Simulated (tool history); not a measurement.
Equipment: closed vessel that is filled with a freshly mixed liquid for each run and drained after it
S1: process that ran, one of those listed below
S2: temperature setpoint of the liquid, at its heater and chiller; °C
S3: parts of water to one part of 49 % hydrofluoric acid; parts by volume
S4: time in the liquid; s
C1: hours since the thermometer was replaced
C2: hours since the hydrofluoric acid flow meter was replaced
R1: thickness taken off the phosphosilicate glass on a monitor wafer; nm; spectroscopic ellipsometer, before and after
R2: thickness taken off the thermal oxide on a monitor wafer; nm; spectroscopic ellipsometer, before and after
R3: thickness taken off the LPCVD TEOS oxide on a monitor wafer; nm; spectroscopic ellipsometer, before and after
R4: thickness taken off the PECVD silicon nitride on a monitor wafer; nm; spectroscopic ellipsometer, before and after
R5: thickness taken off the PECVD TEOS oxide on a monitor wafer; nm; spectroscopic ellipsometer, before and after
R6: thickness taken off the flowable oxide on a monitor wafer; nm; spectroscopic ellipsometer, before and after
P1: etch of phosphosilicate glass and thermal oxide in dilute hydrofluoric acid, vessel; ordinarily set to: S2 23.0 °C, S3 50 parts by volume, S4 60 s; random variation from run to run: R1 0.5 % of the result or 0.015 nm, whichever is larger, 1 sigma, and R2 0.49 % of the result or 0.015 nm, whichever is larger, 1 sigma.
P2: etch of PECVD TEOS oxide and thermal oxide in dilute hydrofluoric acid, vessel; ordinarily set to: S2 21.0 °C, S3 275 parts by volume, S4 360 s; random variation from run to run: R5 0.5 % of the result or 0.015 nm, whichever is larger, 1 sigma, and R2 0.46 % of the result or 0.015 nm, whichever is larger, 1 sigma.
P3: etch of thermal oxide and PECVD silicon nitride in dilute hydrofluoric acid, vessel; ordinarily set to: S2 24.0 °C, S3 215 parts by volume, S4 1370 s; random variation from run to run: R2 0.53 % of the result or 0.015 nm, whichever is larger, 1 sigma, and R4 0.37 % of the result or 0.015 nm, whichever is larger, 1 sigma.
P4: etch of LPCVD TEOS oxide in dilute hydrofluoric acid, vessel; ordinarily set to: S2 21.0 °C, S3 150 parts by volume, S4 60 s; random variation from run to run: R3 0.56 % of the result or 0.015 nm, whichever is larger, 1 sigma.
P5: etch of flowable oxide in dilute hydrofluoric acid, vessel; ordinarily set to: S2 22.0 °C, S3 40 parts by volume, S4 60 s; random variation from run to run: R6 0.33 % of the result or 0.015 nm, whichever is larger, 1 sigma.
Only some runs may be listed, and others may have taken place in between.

run,hour,S1,S2,S3,S4,C1,C2,R1,R2,R3,R4,R5,R6
1,13.8,P1,23.0,50,60,167.4,705.4,162.390,5.3942,,,,
2,26.4,P4,28.5,150,60,180.0,718.0,,,14.047,,,
3,35.5,P3,24.0,215,685,189.1,727.1,,13.3920,,15.563,,
4,45.9,P2,17.0,275,360,199.5,737.5,,3.8377,,,10.194,
5,52.8,P1,23.0,50,60,206.4,744.4,161.650,5.3280,,,,
6,64.5,P2,21.0,50,360,218.1,756.1,,31.3150,,,81.482,
7,79.0,P2,21.0,275,360,232.6,770.6,,4.5010,,,11.798,
8,92.0,P4,21.0,150,105,245.6,783.6,,,18.508,,,
9,103.6,P5,22.0,40,115,257.2,795.2,,,,,,78.445
10,116.8,P1,23.0,90,60,270.4,808.4,85.626,2.8531,,,,
11,123.8,P1,17.0,50,60,277.4,815.4,125.170,4.1477,,,,
12,133.3,P1,23.0,20,30,286.9,824.9,210.010,7.0208,,,,
13,145.2,P1,23.0,50,115,298.8,836.8,310.380,10.3220,,,,
14,151.8,P3,24.0,125,1370,305.4,843.4,,50.5910,,53.313,,
15,165.3,P1,30.5,50,60,318.9,856.9,218.060,7.2641,,,,
16,176.9,P5,22.0,55,60,330.5,868.5,,,,,,29.258
17,188.1,P4,21.0,70,60,341.7,879.7,,,24.774,,,
18,200.4,P2,21.0,275,170,354.0,892.0,,2.1320,,,5.570,
19,214.2,P5,22.0,40,60,367.8,905.8,,,,,,41.074
20,226.7,P2,21.0,275,360,380.3,918.3,,4.4812,,,11.883,
21,239.7,P1,17.0,65,60,393.3,931.3,95.371,3.1582,,,,
22,248.6,P5,22.0,40,60,402.2,940.2,,,,,,41.020
23,262.4,P4,21.0,150,60,416.0,954.0,,,10.458,,,
24,273.0,P1,23.0,20,60,426.6,964.6,422.800,14.0660,,,,
25,279.6,P5,18.5,40,60,433.2,971.2,,,,,,35.191
26,290.2,P4,21.0,150,60,443.8,981.8,,,10.683,,,
27,303.0,P1,23.0,50,60,456.6,994.6,161.460,5.3923,,,,
28,310.8,P1,23.0,50,60,464.4,1002.4,160.700,5.3700,,,,
29,323.4,P3,24.0,215,1370,477.0,1015.0,,26.9910,,31.270,,
30,330.6,P3,17.5,215,1370,484.2,1022.2,,21.1450,,20.404,,
31,336.9,P1,23.0,50,30,490.5,1028.5,81.507,2.6741,,,,
32,349.5,P1,23.0,50,60,503.1,1041.1,161.870,5.3864,,,,
33,362.3,P1,23.0,50,60,515.9,1053.9,153.800,5.0700,,,,
34,370.3,P1,23.0,50,60,523.9,1061.9,151.050,5.0868,,,,
35,378.9,P1,23.0,50,60,532.5,1070.5,148.640,4.9260,,,,
36,385.2,P1,23.0,50,60,538.8,1076.8,149.050,4.9059,,,,
37,392.8,P1,23.0,50,60,546.4,1084.4,148.150,4.8791,,,,
38,404.5,P1,23.0,50,60,558.1,1096.1,147.080,4.9309,,,,
39,412.2,P1,23.0,50,60,565.8,1103.8,147.940,4.8666,,,,
40,426.0,P1,23.0,50,60,579.6,1117.6,145.000,4.8487,,,,

Compared with where it was, what P1 gives has crept away. Each cause listed below fits the log as well as the rest, at the size given for it:
A: liquid colder than its thermometer reads (K) = 2.41
B: hydrofluoric acid flow below the setpoint (%) = 9.02
The creep began at about hour 349.5.

Of the 4 check runs listed below, each run on one wafer and each result written as a question mark, which would let you distinguish the listed causes because they would give clearly different results?
check 1,439.8,P4,21.0,80,60,,,,,?,,,
check 2,439.8,P3,24.0,155,1370,,,,?,,?,,
check 3,439.8,P2,17.0,115,360,,,,?,,,?,
check 4,439.8,P5,19.0,40,105,,,,,,,,?

What each check would give under each cause:
check,result,if A,if B
check 1,R3,19.388,19.323
check 2,R2,36.3400,35.6610
check 2,R4,36.868,39.275
check 3,R2,9.6731,9.6334
check 3,R5,25.476,25.371
check 4,R6,56.836,57.152
Gap, in per cent, between the two causes that each check separates least, read from the result that separates them most: check 1 0.33 %; check 2 6.32 %; check 3 0.41 %; check 4 0.55 %
Check 2 tells the causes apart: in the others they would give nearly the same result.

Check 2 was carried out, with these results: R2 35.4840 nm; R4 39.237 nm. Which of the listed causes is responsible?

B is the cause: hydrofluoric acid flow below the setpoint (%).

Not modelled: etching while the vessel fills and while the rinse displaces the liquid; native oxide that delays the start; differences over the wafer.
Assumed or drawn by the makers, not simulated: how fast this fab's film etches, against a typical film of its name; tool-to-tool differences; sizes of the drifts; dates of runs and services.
